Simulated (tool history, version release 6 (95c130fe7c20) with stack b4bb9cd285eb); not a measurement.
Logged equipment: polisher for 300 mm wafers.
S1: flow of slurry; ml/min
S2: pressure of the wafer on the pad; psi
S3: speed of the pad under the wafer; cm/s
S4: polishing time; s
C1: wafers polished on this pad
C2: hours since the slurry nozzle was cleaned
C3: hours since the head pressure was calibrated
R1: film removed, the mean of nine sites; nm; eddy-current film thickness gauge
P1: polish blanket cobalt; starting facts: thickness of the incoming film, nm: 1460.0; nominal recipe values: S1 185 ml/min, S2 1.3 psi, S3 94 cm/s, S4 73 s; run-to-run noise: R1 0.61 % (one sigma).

run	hour	S1	S2	S3	S4	C1	C2	C3	R1
1	7.3	185	1.3	94	73	1007	290.9	624.4	199.580
2	19.8	185	1.3	46	73	1117	303.4	636.9	97.269
3	33.7	285	1.3	94	73	1239	317.3	650.8	208.600
4	42.7	185	1.3	94	114	1318	326.3	659.8	312.640
5	53.8	185	1.3	94	44	1415	337.4	670.9	119.640
6	65.3	185	1.3	94	73	1516	348.9	682.4	196.590
7	73.9	185	1.3	94	73	1591	357.5	691.0	199.630
8	83.2	185	1.3	142	73	1672	366.8	700.3	300.030
9	93.0	185	1.3	94	73	1758	376.6	710.1	197.030
10	104.2	185	1.3	94	73	1856	387.8	721.3	198.490
11	116.6	140	1.3	94	33	1965	400.2	733.7	86.127
12	127.0	230	1.3	56	73	2056	410.6	744.1	121.220
13	141.1	185	0.6	94	73	2179	424.7	758.2	91.822

Estimate the outcome of run 14 from the log above:
14	150.5	185	1.9	94	73	2262	434.1	767.6	?

R1: 290.590 nm
